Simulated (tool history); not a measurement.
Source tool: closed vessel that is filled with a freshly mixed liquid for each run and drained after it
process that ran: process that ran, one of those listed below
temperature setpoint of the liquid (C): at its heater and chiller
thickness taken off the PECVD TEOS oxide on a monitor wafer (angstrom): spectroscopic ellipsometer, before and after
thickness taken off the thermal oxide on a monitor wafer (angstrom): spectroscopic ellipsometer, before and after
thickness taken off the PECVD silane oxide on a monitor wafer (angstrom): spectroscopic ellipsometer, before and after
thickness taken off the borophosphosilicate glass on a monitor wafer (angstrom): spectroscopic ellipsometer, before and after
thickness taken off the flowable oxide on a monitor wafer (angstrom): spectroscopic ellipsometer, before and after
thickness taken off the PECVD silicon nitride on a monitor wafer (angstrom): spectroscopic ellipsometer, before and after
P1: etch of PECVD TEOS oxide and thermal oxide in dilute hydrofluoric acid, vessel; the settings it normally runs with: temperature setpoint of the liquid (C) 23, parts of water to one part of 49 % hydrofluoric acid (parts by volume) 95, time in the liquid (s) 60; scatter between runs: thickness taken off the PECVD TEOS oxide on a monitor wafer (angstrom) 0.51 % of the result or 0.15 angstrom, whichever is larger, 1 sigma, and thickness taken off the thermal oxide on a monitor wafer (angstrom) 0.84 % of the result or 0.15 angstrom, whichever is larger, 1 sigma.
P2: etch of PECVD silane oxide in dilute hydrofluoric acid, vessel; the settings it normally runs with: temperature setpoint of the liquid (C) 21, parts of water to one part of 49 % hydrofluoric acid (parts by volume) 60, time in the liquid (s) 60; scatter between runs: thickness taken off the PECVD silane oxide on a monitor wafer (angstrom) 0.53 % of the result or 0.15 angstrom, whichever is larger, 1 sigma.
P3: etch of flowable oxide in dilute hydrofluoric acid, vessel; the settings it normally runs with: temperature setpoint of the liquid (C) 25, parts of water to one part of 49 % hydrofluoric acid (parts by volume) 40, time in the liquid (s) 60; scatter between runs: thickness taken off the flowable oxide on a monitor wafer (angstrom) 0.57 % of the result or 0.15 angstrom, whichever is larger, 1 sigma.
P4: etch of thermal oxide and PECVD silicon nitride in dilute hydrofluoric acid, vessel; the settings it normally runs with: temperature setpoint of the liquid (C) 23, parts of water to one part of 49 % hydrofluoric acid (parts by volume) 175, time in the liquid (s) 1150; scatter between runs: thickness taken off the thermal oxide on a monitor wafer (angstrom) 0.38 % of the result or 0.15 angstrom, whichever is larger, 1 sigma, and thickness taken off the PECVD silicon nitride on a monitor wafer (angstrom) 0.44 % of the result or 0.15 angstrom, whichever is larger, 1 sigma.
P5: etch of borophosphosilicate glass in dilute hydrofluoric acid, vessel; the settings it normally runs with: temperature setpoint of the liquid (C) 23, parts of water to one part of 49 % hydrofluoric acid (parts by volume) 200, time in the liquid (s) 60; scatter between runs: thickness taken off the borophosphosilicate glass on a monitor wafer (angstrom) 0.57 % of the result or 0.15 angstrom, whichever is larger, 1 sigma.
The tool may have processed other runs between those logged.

run	hour	process that ran	temperature setpoint of the liquid (C)	parts of water to one part of 49 % hydrofluoric acid (parts by volume)	time in the liquid (s)	hours since the thermometer was replaced	hours since the hydrofluoric acid flow meter was replaced	thickness taken off the PECVD TEOS oxide on a monitor wafer (angstrom)	thickness taken off the thermal oxide on a monitor wafer (angstrom)	thickness taken off the PECVD silane oxide on a monitor wafer (angstrom)	thickness taken off the borophosphosilicate glass on a monitor wafer (angstrom)	thickness taken off the flowable oxide on a monitor wafer (angstrom)	thickness taken off the PECVD silicon nitride on a monitor wafer (angstrom)
1	9.2	P1	23	95	60	761.7	730.8	95.983	29.526				
2	17.5	P2	21	60	30	770	739.1			226.94			
3	24.1	P1	23	45	60	776.6	745.7	214.38	65.614				
4	37.1	P5	23	35	60	789.6	758.7				1003.9		
5	44.1	P5	30.5	200	60	796.6	765.7				190.16		
6	53.1	P1	23	95	60	805.6	774.7	95.4	29.055				
7	62.5	P1	23	40	105	815	784.1	426.81	127.78				
8	75.9	P3	17.5	40	60	828.4	797.5					505.85	
9	86.6	P1	23	95	60	839.1	808.2	95.292	29.168				
10	99.5	P1	23	95	60	852	821.1	95.723	28.762				
11	108.7	P2	21	60	60	861.2	830.3			460.5			
12	116.9	P3	25	70	60	869.4	838.5					382.36	
13	124.8	P3	25	40	60	877.3	846.4					699.46	
14	136.5	P4	23	175	1150	889	858.1		294.75				112.9
# hour 140.2: hydrofluoric acid flow meter replaced
15	142.6	P1	23	95	100	895.1	2.4	160.52	49.019				
# hour 146.2: thermometer replaced
16	150.9	P1	23	20	30	4.8	10.7	248.06	75.236				
17	157.7	P4	26.5	175	1150	11.6	17.5		335.87				140.63
18	170.2	P1	23	95	60	24.1	30	95.603	29.061				
19	178.7	P4	23	30	1150	32.6	38.5		2051.2				633.73
20	189.2	P5	23	200	60	43.1	49				145.34		
21	195.4	P1	23	95	30	49.3	55.2	48.045	14.612				
22	208.9	P5	23	200	90	62.8	68.7				215.84		

Run 23, settings as shown, results not yet in. Your forecast:
23	216.5	P1	23	95	60	70.4	76.3	?	?				

{"run 23": {"thickness taken off the PECVD TEOS oxide on a monitor wafer (angstrom)": 96.344, "thickness taken off the thermal oxide on a monitor wafer (angstrom)": 29.422}}

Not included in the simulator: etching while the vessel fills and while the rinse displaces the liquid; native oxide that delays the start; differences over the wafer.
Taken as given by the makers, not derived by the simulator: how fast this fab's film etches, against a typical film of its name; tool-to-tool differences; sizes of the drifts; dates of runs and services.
